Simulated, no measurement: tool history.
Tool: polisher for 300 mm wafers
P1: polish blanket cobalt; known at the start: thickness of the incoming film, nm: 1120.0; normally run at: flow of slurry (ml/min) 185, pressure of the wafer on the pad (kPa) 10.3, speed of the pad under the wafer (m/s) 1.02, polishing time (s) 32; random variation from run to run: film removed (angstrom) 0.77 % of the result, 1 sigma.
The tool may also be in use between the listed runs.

| run | hour | flow of slurry (ml/min) | pressure of the wafer on the pad (kPa) | speed of the pad under the wafer (m/s) | polishing time (s) | wafers polished on this pad | hours since the slurry nozzle was cleaned | hours since the head pressure was calibrated | film removed (angstrom) |
|---|---|---|---|---|---|---|---|---|---|
| 1 | 5.1 | 185 | 10.3 | 1.02 | 32 | 216 | 172.2 | 188.8 | 996 |
| 2 | 12 | 115 | 5.5 | 1.02 | 32 | 273 | 179.1 | 195.7 | 490.7 |
| 3 | 20.5 | 115 | 10.3 | 1.02 | 32 | 344 | 187.6 | 204.2 | 907.01 |
| 4 | 29.7 | 185 | 10.3 | 1.02 | 32 | 420 | 196.8 | 213.4 | 990.93 |
| 5 | 35.1 | 185 | 10.3 | 1.02 | 32 | 465 | 202.2 | 218.8 | 995.17 |
| 6 | 41 | 185 | 4.8 | 1.02 | 32 | 514 | 208.1 | 224.7 | 457.82 |
| 7 | 51 | 235 | 10.3 | 1.02 | 32 | 597 | 218.1 | 234.7 | 1017.9 |
| 8 | 56.1 | 185 | 10.3 | 1.02 | 32 | 640 | 223.2 | 239.8 | 995.82 |
| 9 | 65.2 | 185 | 13.8 | 1.02 | 32 | 715 | 232.3 | 248.9 | 1333.5 |
| 10 | 72.2 | 185 | 10.3 | 1.02 | 41 | 773 | 239.3 | 255.9 | 1284.8 |
| 11 | 83.1 | 185 | 10.3 | 1.02 | 32 | 864 | 250.2 | 266.8 | 994.31 |
| 12 | 93.5 | 185 | 10.3 | 1.62 | 32 | 950 | 260.6 | 277.2 | 1573.9 |
| 13 | 101.4 | 185 | 10.3 | 0.62 | 32 | 1016 | 268.5 | 285.1 | 600.54 |
| 14 | 107.5 | 185 | 10.3 | 1.02 | 21 | 1067 | 274.6 | 291.2 | 657.14 |
| 15 | 116.6 | 185 | 10.3 | 1.02 | 32 | 1142 | 283.7 | 300.3 | 999.43 |
| 16 | 123 | 185 | 10.3 | 1.02 | 32 | 1195 | 290.1 | 306.7 | 994.55 |
| 17 | 131.1 | 185 | 10.3 | 1.02 | 32 | 1263 | 298.2 | 314.8 | 960.83 |
| 18 | 138.4 | 185 | 10.3 | 1.02 | 32 | 1323 | 305.5 | 322.1 | 958.32 |
| 19 | 147.2 | 185 | 10.3 | 1.02 | 32 | 1397 | 314.3 | 330.9 | 947.27 |
|  | 151.6 | head pressure recalibrated |
| 20 | 155.3 | 185 | 10.3 | 1.02 | 32 | 1464 | 322.4 | 3.8 | 942.38 |
| 21 | 164.1 | 185 | 10.3 | 1.02 | 32 | 1537 | 331.2 | 12.6 | 940.18 |
| 22 | 174.2 | 185 | 10.3 | 1.02 | 32 | 1621 | 341.3 | 22.7 | 940.08 |
| 23 | 182.9 | 185 | 10.3 | 1.02 | 32 | 1693 | 350 | 31.4 | 908.33 |
| 24 | 193.1 | 185 | 10.3 | 1.02 | 32 | 1778 | 360.2 | 41.6 | 922.7 |

What P1 gives has crept away from where it was. These 2 causes fit the log equally well, each at the size given:
A: slurry flow missing at the pad, % = 35
B: removal rate lost through wear of the pad, % = 7.2
The creep began at about hour 123.
Why every other cause is out:
head's pressure below its setpoint, %: serviced at hour 151.6, which brought nothing back

4 check runs are offered, each on 5 wafers whose results are averaged, their results left as question marks. Which one tells the causes apart?
| check 1 | 203.3 | 185 | 5.5 | 1.02 | 21 |  |  |  | ? |
| check 2 | 203.3 | 135 | 10.3 | 1.02 | 39 |  |  |  | ? |
| check 3 | 203.3 | 185 | 10.3 | 1.56 | 32 |  |  |  | ? |
| check 4 | 203.3 | 185 | 8.3 | 1.02 | 32 |  |  |  | ? |

What each check would give under each cause:
| check | result | if A | if B |
|---|---|---|---|
| check 1 | film removed (angstrom) | 323.86 | 323.85 |
| check 2 | film removed (angstrom) | 1044.9 | 1070.9 |
| check 3 | film removed (angstrom) | 1415.2 | 1415.1 |
| check 4 | film removed (angstrom) | 740.25 | 740.22 |
How far apart the two closest causes lie, in the result that separates them most: check 1 0 %; check 2 2.46 %; check 3 0 %; check 4 0 %
Check 2 tells the causes apart: in the others they would give nearly the same result.

Check 2 was then run and gave: film removed (angstrom) 1051.1. Which cause is it?

It is A: slurry flow missing at the pad, %.
